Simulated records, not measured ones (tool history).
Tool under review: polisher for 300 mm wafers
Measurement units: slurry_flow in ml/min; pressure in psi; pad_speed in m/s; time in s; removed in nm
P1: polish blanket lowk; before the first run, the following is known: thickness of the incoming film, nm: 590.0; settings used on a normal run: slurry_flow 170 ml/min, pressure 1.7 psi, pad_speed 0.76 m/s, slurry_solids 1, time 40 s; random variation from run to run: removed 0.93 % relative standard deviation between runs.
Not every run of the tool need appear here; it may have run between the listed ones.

{"run": 1, "day": 0.188, "slurry_flow": 170, "pressure": 1.7, "pad_speed": 0.76, "slurry_solids": 1, "time": 40, "removed": 12.296}
{"run": 2, "day": 0.479, "slurry_flow": 170, "pressure": 1.7, "pad_speed": 0.76, "slurry_solids": 0.55, "time": 40, "removed": 8.9206}
{"run": 3, "day": 0.767, "slurry_flow": 170, "pressure": 1.7, "pad_speed": 0.76, "slurry_solids": 0.55, "time": 62, "removed": 13.682}
{"day": 0.908, "done": "slurry nozzle cleaned"}
{"run": 4, "day": 0.967, "slurry_flow": 170, "pressure": 1.7, "pad_speed": 1.18, "slurry_solids": 1, "time": 40, "removed": 17.39}
{"run": 5, "day": 1.158, "slurry_flow": 170, "pressure": 1.7, "pad_speed": 0.76, "slurry_solids": 1, "time": 40, "removed": 12.008}
{"run": 6, "day": 1.35, "slurry_flow": 170, "pressure": 1.7, "pad_speed": 0.76, "slurry_solids": 1, "time": 40, "removed": 12.14}
{"run": 7, "day": 1.558, "slurry_flow": 170, "pressure": 1.7, "pad_speed": 0.42, "slurry_solids": 1, "time": 40, "removed": 7.5341}
{"run": 8, "day": 1.854, "slurry_flow": 170, "pressure": 1.7, "pad_speed": 0.76, "slurry_solids": 1, "time": 40, "removed": 12.16}
{"run": 9, "day": 2.229, "slurry_flow": 170, "pressure": 2.5, "pad_speed": 0.76, "slurry_solids": 1, "time": 40, "removed": 17.573}
{"run": 10, "day": 2.467, "slurry_flow": 170, "pressure": 1.7, "pad_speed": 0.46, "slurry_solids": 1.2, "time": 40, "removed": 8.7078}
{"run": 11, "day": 2.762, "slurry_flow": 100, "pressure": 1.7, "pad_speed": 0.76, "slurry_solids": 1, "time": 40, "removed": 11.132}
{"run": 12, "day": 3.067, "slurry_flow": 170, "pressure": 1.7, "pad_speed": 0.76, "slurry_solids": 1, "time": 20, "removed": 6.0621}
{"run": 13, "day": 3.325, "slurry_flow": 170, "pressure": 1.7, "pad_speed": 0.76, "slurry_solids": 1, "time": 40, "removed": 12.071}
{"day": 3.492, "done": "conditioning disc replaced and pad reconditioned"}
{"run": 14, "day": 3.717, "slurry_flow": 170, "pressure": 1.1, "pad_speed": 0.76, "slurry_solids": 1, "time": 40, "removed": 7.9248}
{"run": 15, "day": 4.0, "slurry_flow": 260, "pressure": 1.7, "pad_speed": 0.76, "slurry_solids": 1, "time": 40, "removed": 13.035}
{"run": 16, "day": 4.329, "slurry_flow": 170, "pressure": 1.7, "pad_speed": 0.76, "slurry_solids": 1.35, "time": 40, "removed": 13.75}
{"run": 17, "day": 4.675, "slurry_flow": 170, "pressure": 1.7, "pad_speed": 0.76, "slurry_solids": 1, "time": 60, "removed": 18.347}
{"run": 18, "day": 5.029, "slurry_flow": 170, "pressure": 1.7, "pad_speed": 0.76, "slurry_solids": 1, "time": 40, "removed": 12.149}
{"run": 19, "day": 5.204, "slurry_flow": 170, "pressure": 1.7, "pad_speed": 0.76, "slurry_solids": 1, "time": 40, "removed": 12.197}
{"run": 20, "day": 5.433, "slurry_flow": 170, "pressure": 1.7, "pad_speed": 0.76, "slurry_solids": 1, "time": 40, "removed": 11.797}
{"run": 21, "day": 5.779, "slurry_flow": 170, "pressure": 1.7, "pad_speed": 0.76, "slurry_solids": 1, "time": 40, "removed": 11.464}
{"run": 22, "day": 6.117, "slurry_flow": 170, "pressure": 1.7, "pad_speed": 0.76, "slurry_solids": 1, "time": 40, "removed": 11.337}
{"run": 23, "day": 6.321, "slurry_flow": 170, "pressure": 1.7, "pad_speed": 0.76, "slurry_solids": 1, "time": 40, "removed": 11.181}
{"day": 6.471, "done": "slurry nozzle cleaned"}
{"day": 6.629, "done": "head pressure recalibrated"}
{"run": 24, "day": 6.675, "slurry_flow": 170, "pressure": 1.7, "pad_speed": 0.76, "slurry_solids": 1, "time": 40, "removed": 10.949}
{"day": 6.825, "done": "conditioning disc replaced and pad reconditioned"}
{"run": 25, "day": 6.9, "slurry_flow": 170, "pressure": 1.7, "pad_speed": 0.76, "slurry_solids": 1, "time": 40, "removed": 11.084}
{"run": 26, "day": 7.275, "slurry_flow": 170, "pressure": 1.7, "pad_speed": 0.76, "slurry_solids": 1, "time": 40, "removed": 11.215}
{"run": 27, "day": 7.592, "slurry_flow": 170, "pressure": 1.7, "pad_speed": 0.76, "slurry_solids": 1, "time": 40, "removed": 10.861}

What P1 gives has crept off from where it sat before. The 2 causes that follow fit the log equally well, each at the size noted:
A: abrasive missing from the slurry, % = 19.8
B: removal rate lost through wear of the pad, % = 10.1
The drift started at roughly day 5.204.
Why every other cause is out:
slurry flow missing at the pad, %: serviced at day 6.471, after the drift had started, without restoring the earlier output
head's pressure below its setpoint, %: serviced at day 6.629, after the drift had started, without restoring the earlier output
time polished since the conditioner stopped cutting, s: serviced at day 6.825, after the drift had started, without restoring the earlier output

The 4 check runs listed below each average the results of 5 wafers, and their outcomes are marked with question marks. Under which run would the listed causes produce clearly different results?
{"run": "check 1", "day": 7.908, "slurry_flow": 170, "pressure": 2.5, "pad_speed": 1.02, "slurry_solids": 1, "time": 40, "removed": "?"}
{"run": "check 2", "day": 7.908, "slurry_flow": 170, "pressure": 2.5, "pad_speed": 0.76, "slurry_solids": 0.55, "time": 40, "removed": "?"}
{"run": "check 3", "day": 7.908, "slurry_flow": 170, "pressure": 1.2, "pad_speed": 0.76, "slurry_solids": 1, "time": 40, "removed": "?"}
{"run": "check 4", "day": 7.908, "slurry_flow": 170, "pressure": 2.1, "pad_speed": 0.76, "slurry_solids": 1, "time": 20, "removed": "?"}

How each check would come out, cause by cause:
check=check_1 result=removed if_A=20.41 if_B=20.408
check=check_2 result=removed if_A=11.383 if_B=11.755
check=check_3 result=removed if_A=7.742 if_B=7.7411
check=check_4 result=removed if_A=6.7742 if_B=6.7735
How far apart the two closest causes lie, in the result that separates them most: check 1 0.01 %; check 2 3.22 %; check 3 0.01 %; check 4 0.01 %
The other checks would show nearly matching results whichever cause is true, so check 2 is the only one that separates the causes.

With check 2 done, the readings were: removed 11.395 nm. Identify which of the listed causes applies.

Of the candidate causes, it is A: abrasive missing from the slurry, %.

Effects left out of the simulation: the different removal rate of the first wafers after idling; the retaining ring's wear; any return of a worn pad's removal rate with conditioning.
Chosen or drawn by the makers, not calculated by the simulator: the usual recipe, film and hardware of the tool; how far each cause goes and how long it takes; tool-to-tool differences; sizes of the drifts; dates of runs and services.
